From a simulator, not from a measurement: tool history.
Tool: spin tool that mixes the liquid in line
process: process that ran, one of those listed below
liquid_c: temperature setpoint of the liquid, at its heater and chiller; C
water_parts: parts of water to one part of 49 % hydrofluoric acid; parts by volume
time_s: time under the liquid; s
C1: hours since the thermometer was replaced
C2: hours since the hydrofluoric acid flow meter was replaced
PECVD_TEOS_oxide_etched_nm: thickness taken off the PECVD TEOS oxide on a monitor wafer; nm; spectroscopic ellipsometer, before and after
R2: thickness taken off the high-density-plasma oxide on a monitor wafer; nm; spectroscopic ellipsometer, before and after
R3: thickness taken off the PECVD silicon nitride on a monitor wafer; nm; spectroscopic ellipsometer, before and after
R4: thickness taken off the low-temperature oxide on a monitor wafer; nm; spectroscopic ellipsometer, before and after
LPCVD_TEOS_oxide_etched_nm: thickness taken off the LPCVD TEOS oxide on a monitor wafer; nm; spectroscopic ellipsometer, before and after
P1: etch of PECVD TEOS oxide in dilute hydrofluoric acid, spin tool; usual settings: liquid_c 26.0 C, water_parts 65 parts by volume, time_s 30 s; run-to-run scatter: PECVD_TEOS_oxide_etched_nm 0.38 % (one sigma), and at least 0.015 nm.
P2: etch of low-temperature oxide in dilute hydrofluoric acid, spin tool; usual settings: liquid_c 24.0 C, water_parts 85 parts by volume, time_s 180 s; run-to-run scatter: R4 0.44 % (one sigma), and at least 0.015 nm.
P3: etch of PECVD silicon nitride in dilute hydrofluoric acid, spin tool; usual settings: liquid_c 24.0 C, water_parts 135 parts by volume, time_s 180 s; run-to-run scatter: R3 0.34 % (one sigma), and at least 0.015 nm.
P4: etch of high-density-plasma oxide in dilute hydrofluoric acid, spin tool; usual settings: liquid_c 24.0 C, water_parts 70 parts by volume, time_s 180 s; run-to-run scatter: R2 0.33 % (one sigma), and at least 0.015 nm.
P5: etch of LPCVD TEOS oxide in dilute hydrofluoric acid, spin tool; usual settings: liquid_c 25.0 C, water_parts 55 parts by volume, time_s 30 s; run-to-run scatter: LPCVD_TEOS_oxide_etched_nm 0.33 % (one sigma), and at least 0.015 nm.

Run 1, hour 13.0: process P1, liquid_c 26.0 C, water_parts 65 parts by volume, time_s 30 s; C1 554.5; C2 373.9. Result: PECVD_TEOS_oxide_etched_nm 13.5510 nm.
Run 2, hour 22.8: process P4, liquid_c 24.0 C, water_parts 70 parts by volume, time_s 180 s; C1 564.3; C2 383.7. Result: R2 13.6760 nm.
Run 3, hour 30.4: process P1, liquid_c 26.0 C, water_parts 65 parts by volume, time_s 60 s; C1 571.9; C2 391.3. Result: PECVD_TEOS_oxide_etched_nm 27.1240 nm.
Run 4, hour 37.6: process P1, liquid_c 30.5 C, water_parts 90 parts by volume, time_s 30 s; C1 579.1; C2 398.5. Result: PECVD_TEOS_oxide_etched_nm 11.3780 nm.
Run 5, hour 48.1: process P3, liquid_c 24.0 C, water_parts 135 parts by volume, time_s 180 s; C1 589.6; C2 409.0. Result: R3 7.6525 nm.
Run 6, hour 55.8: process P2, liquid_c 24.0 C, water_parts 85 parts by volume, time_s 260 s; C1 597.3; C2 416.7. Result: R4 39.797 nm.
Run 7, hour 62.2: process P1, liquid_c 26.0 C, water_parts 85 parts by volume, time_s 45 s; C1 603.7; C2 423.1. Result: PECVD_TEOS_oxide_etched_nm 15.1170 nm.
Run 8, hour 75.3: process P1, liquid_c 26.0 C, water_parts 65 parts by volume, time_s 30 s; C1 616.8; C2 436.2. Result: PECVD_TEOS_oxide_etched_nm 13.6020 nm.
Run 9, hour 81.5: process P3, liquid_c 24.0 C, water_parts 135 parts by volume, time_s 180 s; C1 623.0; C2 442.4. Result: R3 7.6055 nm.
Run 10, hour 87.8: process P1, liquid_c 26.0 C, water_parts 65 parts by volume, time_s 30 s; C1 629.3; C2 448.7. Result: PECVD_TEOS_oxide_etched_nm 13.6560 nm.
Run 11, hour 100.6: process P4, liquid_c 18.0 C, water_parts 70 parts by volume, time_s 180 s; C1 642.1; C2 461.5. Result: R2 10.6650 nm.
Run 12, hour 108.2: process P1, liquid_c 19.5 C, water_parts 65 parts by volume, time_s 30 s; C1 649.7; C2 469.1. Result: PECVD_TEOS_oxide_etched_nm 10.4100 nm.
Run 13, hour 121.9: process P5, liquid_c 30.5 C, water_parts 55 parts by volume, time_s 30 s; C1 663.4; C2 482.8. Result: LPCVD_TEOS_oxide_etched_nm 15.4310 nm.
Run 14, hour 133.5: process P1, liquid_c 26.0 C, water_parts 110 parts by volume, time_s 30 s; C1 675.0; C2 494.4. Result: PECVD_TEOS_oxide_etched_nm 7.5276 nm.
Run 15, hour 139.6: process P4, liquid_c 24.0 C, water_parts 70 parts by volume, time_s 365 s; C1 681.1; C2 500.5. Result: R2 27.6410 nm.
Run 16, hour 147.5: process P5, liquid_c 25.0 C, water_parts 55 parts by volume, time_s 15 s; C1 689.0; C2 508.4. Result: LPCVD_TEOS_oxide_etched_nm 6.1653 nm.
Run 17, hour 157.3: process P2, liquid_c 24.0 C, water_parts 85 parts by volume, time_s 180 s; C1 698.8; C2 518.2. Result: R4 27.371 nm.
Run 18, hour 165.9: process P3, liquid_c 24.0 C, water_parts 135 parts by volume, time_s 55 s; C1 707.4; C2 526.8. Result: R3 2.3147 nm.
Run 19, hour 172.0: process P5, liquid_c 25.0 C, water_parts 20 parts by volume, time_s 30 s; C1 713.5; C2 532.9. Result: LPCVD_TEOS_oxide_etched_nm 35.9420 nm.
Run 20, hour 179.6: process P1, liquid_c 26.0 C, water_parts 65 parts by volume, time_s 15 s; C1 721.1; C2 540.5. Result: PECVD_TEOS_oxide_etched_nm 6.8041 nm.
Run 21, hour 186.0: process P5, liquid_c 25.0 C, water_parts 55 parts by volume, time_s 30 s; C1 727.5; C2 546.9. Result: LPCVD_TEOS_oxide_etched_nm 12.3550 nm.
Run 22, hour 198.3: process P1, liquid_c 26.0 C, water_parts 65 parts by volume, time_s 30 s; C1 739.8; C2 559.2. Result: PECVD_TEOS_oxide_etched_nm 13.6280 nm.
Run 23, hour 207.6: process P2, liquid_c 24.0 C, water_parts 150 parts by volume, time_s 180 s; C1 749.1; C2 568.5. Result: R4 14.400 nm.
Run 24, hour 215.6: process P1, liquid_c 26.0 C, water_parts 20 parts by volume, time_s 30 s; C1 757.1; C2 576.5. Result: PECVD_TEOS_oxide_etched_nm 47.0430 nm.
Run 25, hour 223.7: process P3, liquid_c 30.0 C, water_parts 135 parts by volume, time_s 180 s; C1 765.2; C2 584.6. Result: R3 11.1640 nm.
Run 26, hour 236.7: process P3, liquid_c 24.0 C, water_parts 70 parts by volume, time_s 180 s; C1 778.2; C2 597.6. Result: R3 14.6050 nm.
Run 27, hour 243.6: process P1, liquid_c 26.0 C, water_parts 100 parts by volume, time_s 45 s; C1 785.1; C2 604.5. Result: PECVD_TEOS_oxide_etched_nm 12.6390 nm.
Run 28, hour 253.1: process P4, liquid_c 24.0 C, water_parts 70 parts by volume, time_s 180 s; C1 794.6; C2 614.0. Result: R2 13.6160 nm.
Run 29, hour 262.5: process P2, liquid_c 24.0 C, water_parts 85 parts by volume, time_s 180 s; C1 804.0; C2 623.4. Result: R4 27.287 nm.
Run 30, hour 275.4: process P1, liquid_c 31.0 C, water_parts 65 parts by volume, time_s 30 s; C1 816.9; C2 636.3. Result: PECVD_TEOS_oxide_etched_nm 16.5470 nm.
Run 31, hour 281.5: process P4, liquid_c 24.0 C, water_parts 120 parts by volume, time_s 180 s; C1 823.0; C2 642.4. Result: R2 7.4439 nm.
Run 32, hour 291.6: process P2, liquid_c 30.5 C, water_parts 85 parts by volume, time_s 180 s; C1 833.1; C2 652.5. Result: R4 35.469 nm.
Run 33, hour 305.4: process P1, liquid_c 26.0 C, water_parts 65 parts by volume, time_s 30 s; C1 846.9; C2 666.3. Result: PECVD_TEOS_oxide_etched_nm 13.6960 nm.
Run 34, hour 313.6: process P1, liquid_c 26.0 C, water_parts 65 parts by volume, time_s 30 s; C1 855.1; C2 674.5. Result: PECVD_TEOS_oxide_etched_nm 13.9690 nm.
Run 35, hour 326.4: process P1, liquid_c 26.0 C, water_parts 65 parts by volume, time_s 30 s; C1 867.9; C2 687.3. Result: PECVD_TEOS_oxide_etched_nm 14.3380 nm.
Run 36, hour 334.2: process P1, liquid_c 26.0 C, water_parts 65 parts by volume, time_s 30 s; C1 875.7; C2 695.1. Result: PECVD_TEOS_oxide_etched_nm 14.4640 nm.
Run 37, hour 345.7: process P1, liquid_c 26.0 C, water_parts 65 parts by volume, time_s 30 s; C1 887.2; C2 706.6. Result: PECVD_TEOS_oxide_etched_nm 14.5790 nm.
Run 38, hour 358.4: process P1, liquid_c 26.0 C, water_parts 65 parts by volume, time_s 30 s; C1 899.9; C2 719.3. Result: PECVD_TEOS_oxide_etched_nm 14.6920 nm.
Run 39, hour 366.6: process P1, liquid_c 26.0 C, water_parts 65 parts by volume, time_s 30 s; C1 908.1; C2 727.5. Result: PECVD_TEOS_oxide_etched_nm 14.7290 nm.
Run 40, hour 378.6: process P1, liquid_c 26.0 C, water_parts 65 parts by volume, time_s 30 s; C1 920.1; C2 739.5. Result: PECVD_TEOS_oxide_etched_nm 14.7560 nm.
Run 41, hour 389.2: process P1, liquid_c 26.0 C, water_parts 65 parts by volume, time_s 30 s; C1 930.7; C2 750.1. Result: PECVD_TEOS_oxide_etched_nm 14.8080 nm.
Run 42, hour 401.4: process P1, liquid_c 26.0 C, water_parts 65 parts by volume, time_s 30 s; C1 942.9; C2 762.3. Result: PECVD_TEOS_oxide_etched_nm 14.8170 nm.

What P1 gives has crept away from where it was. These 2 causes fit the log equally well, each at the size given:
A: liquid hotter than its thermometer reads (K) = 2.16
B: hydrofluoric acid flow above the setpoint (%) = 8.2
The creep began at about hour 305.4.

4 check runs are offered, one wafer each, their results left as question marks. Which one tells the causes apart?
Run check 1, hour 413.6: process P3, liquid_c 24.0 C, water_parts 135 parts by volume, time_s 180 s. Result: R3 ?.
Run check 2, hour 413.6: process P5, liquid_c 25.0 C, water_parts 55 parts by volume, time_s 30 s. Result: LPCVD_TEOS_oxide_etched_nm ?.
Run check 3, hour 413.6: process P2, liquid_c 24.0 C, water_parts 85 parts by volume, time_s 180 s. Result: R4 ?.
Run check 4, hour 413.6: process P4, liquid_c 24.0 C, water_parts 70 parts by volume, time_s 180 s. Result: R2 ?.

What each check would give under each cause:
  check                      result     if A     if B
check 1                          R3   8.7346   8.2176
check 2  LPCVD_TEOS_oxide_etched_nm  13.4940  13.4600
check 3                          R4   29.899   29.936
check 4                          R2  14.9070  14.8900
How far apart the two closest causes lie, in the result that separates them most: check 1 6.1 %; check 2 0.26 %; check 3 0.12 %; check 4 0.11 %
Only check 1 tells the causes apart: in the others they would give nearly the same result.

Check 1 was then run and gave: R3 8.2331 nm. Which cause is it?

It is B: hydrofluoric acid flow above the setpoint (%).
